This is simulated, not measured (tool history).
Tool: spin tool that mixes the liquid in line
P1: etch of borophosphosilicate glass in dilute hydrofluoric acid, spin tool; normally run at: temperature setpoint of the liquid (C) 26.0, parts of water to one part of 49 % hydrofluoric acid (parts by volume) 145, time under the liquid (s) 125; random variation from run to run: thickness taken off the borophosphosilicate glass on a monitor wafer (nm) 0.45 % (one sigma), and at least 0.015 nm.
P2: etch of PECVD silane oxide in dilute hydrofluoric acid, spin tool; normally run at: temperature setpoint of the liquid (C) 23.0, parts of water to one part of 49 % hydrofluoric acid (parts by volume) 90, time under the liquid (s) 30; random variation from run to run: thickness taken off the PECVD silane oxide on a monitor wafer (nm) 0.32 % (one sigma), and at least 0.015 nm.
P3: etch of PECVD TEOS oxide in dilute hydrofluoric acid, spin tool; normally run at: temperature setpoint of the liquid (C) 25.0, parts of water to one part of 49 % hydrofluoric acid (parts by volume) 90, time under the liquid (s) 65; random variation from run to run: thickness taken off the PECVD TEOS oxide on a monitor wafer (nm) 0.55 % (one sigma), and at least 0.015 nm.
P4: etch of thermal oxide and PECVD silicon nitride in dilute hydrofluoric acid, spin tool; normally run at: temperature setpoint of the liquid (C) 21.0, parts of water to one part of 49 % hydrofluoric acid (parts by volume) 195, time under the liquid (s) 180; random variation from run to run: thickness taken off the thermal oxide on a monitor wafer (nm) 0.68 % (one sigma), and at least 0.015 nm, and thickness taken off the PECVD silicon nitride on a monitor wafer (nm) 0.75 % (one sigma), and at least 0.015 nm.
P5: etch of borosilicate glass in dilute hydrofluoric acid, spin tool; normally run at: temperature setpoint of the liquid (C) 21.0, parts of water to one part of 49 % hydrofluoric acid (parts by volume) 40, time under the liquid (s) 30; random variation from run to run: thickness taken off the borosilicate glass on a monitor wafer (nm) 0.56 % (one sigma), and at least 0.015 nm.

run	hour	process that ran	temperature setpoint of the liquid (C)	parts of water to one part of 49 % hydrofluoric acid (parts by volume)	time under the liquid (s)	thickness taken off the borophosphosilicate glass on a monitor wafer (nm)	thickness taken off the PECVD TEOS oxide on a monitor wafer (nm)	thickness taken off the borosilicate glass on a monitor wafer (nm)	thickness taken off the thermal oxide on a monitor wafer (nm)	thickness taken off the PECVD silicon nitride on a monitor wafer (nm)	thickness taken off the PECVD silane oxide on a monitor wafer (nm)
1	9.3	P1	26.0	145	125	41.3920					
2	16.7	P3	17.0	90	65		6.6085				
3	21.3	P5	21.0	75	30			7.9337			
4	27.5	P5	17.0	40	30			13.0460			
# hour 27.8: hydrofluoric acid flow meter replaced
5	36.3	P4	21.0	195	355				7.1511	7.0585	
6	43.9	P3	25.0	90	65		9.1094				
7	49.6	P5	21.0	40	30			15.5870			
8	58.3	P5	21.0	40	15			7.8123			
9	63.2	P4	21.0	195	180				3.6499	3.6418	
10	72.3	P1	21.5	85	125	62.9530					
11	76.9	P3	25.0	90	105		14.8070				
12	81.9	P5	21.0	40	30			15.4150			
13	89.8	P1	26.0	145	125	41.2600					
14	97.9	P4	26.5	195	180				4.4561	5.1103	
15	105.8	P1	20.5	145	125	33.1750					
16	113.8	P1	26.0	145	125	40.8620					
17	118.4	P4	21.0	55	180				15.0990	12.3480	
18	126.2	P1	33.0	145	125	53.3170					
# hour 130.3: thermometer replaced
19	135.6	P1	26.0	145	240	79.8430					
20	140.9	P2	23.0	90	30						16.2080
21	150.2	P4	21.0	195	180				3.6600	3.5954	
22	157.3	P1	26.0	35	125	197.5700					
23	165.3	P1	18.5	145	240	58.8820					
24	173.9	P1	26.0	145	125	40.8220					
25	181.6	P1	26.0	235	125	23.0200					
26	191.4	P3	25.0	150	65		5.1212				
27	201.1	P1	33.0	145	50	21.3430					
28	209.6	P2	23.0	90	15						8.0808
29	217.1	P2	23.0	45	30						34.2060
30	221.8	P1	26.0	145	25	8.3392					
31	226.8	P1	26.0	145	125	41.1570					
32	233.3	P2	23.0	90	30						16.0500
33	243.1	P2	29.0	90	30						20.3700
34	250.6	P1	26.0	145	125	41.3060					
35	261.0	P1	26.0	145	125	39.8360					
36	269.7	P1	26.0	145	125	39.2860					
37	275.6	P1	26.0	145	125	38.8900					
38	283.7	P1	26.0	145	125	38.5410					
39	293.8	P1	26.0	145	125	38.3570					
40	301.3	P1	26.0	145	125	38.3230					
41	309.9	P1	26.0	145	125	38.3020					
42	314.8	P1	26.0	145	125	37.9280					
43	320.3	P1	26.0	145	125	38.1420					
44	329.7	P1	26.0	145	125	38.1290					

What P1 gives has crept away from where it was. These 2 causes fit the log equally well, each at the size given:
A: hydrofluoric acid flow below the setpoint (%) = 6.47
B: liquid colder than its thermometer reads (K) = 2.08
The creep began at about hour 250.6.

4 check runs are offered, one wafer each, their results left as question marks. Which one tells the causes apart?
check 1	339.1	P4	21.0	195	355				?	?	
check 2	339.1	P3	17.5	130	65		?				
check 3	339.1	P2	26.5	90	30						?
check 4	339.1	P5	21.0	65	15			?			

What each check would give under each cause:
check	result	if A	if B
check 1	thickness taken off the thermal oxide on a monitor wafer (nm)	6.6228	6.6216
check 1	thickness taken off the PECVD silicon nitride on a monitor wafer (nm)	6.6796	6.2186
check 2	thickness taken off the PECVD TEOS oxide on a monitor wafer (nm)	4.1512	4.1066
check 3	thickness taken off the PECVD silane oxide on a monitor wafer (nm)	17.1850	17.0680
check 4	thickness taken off the borosilicate glass on a monitor wafer (nm)	4.3174	4.2526
How far apart the two closest causes lie, in the result that separates them most: check 1 7.15 %; check 2 1.08 %; check 3 0.68 %; check 4 1.51 %
Check 1 tells the causes apart: in the others they would give nearly the same result.

Then check 1 was run and gave: thickness taken off the thermal oxide on a monitor wafer (nm) 6.6411; thickness taken off the PECVD silicon nitride on a monitor wafer (nm) 6.2715. Which cause is it?

It is B: liquid colder than its thermometer reads (K).
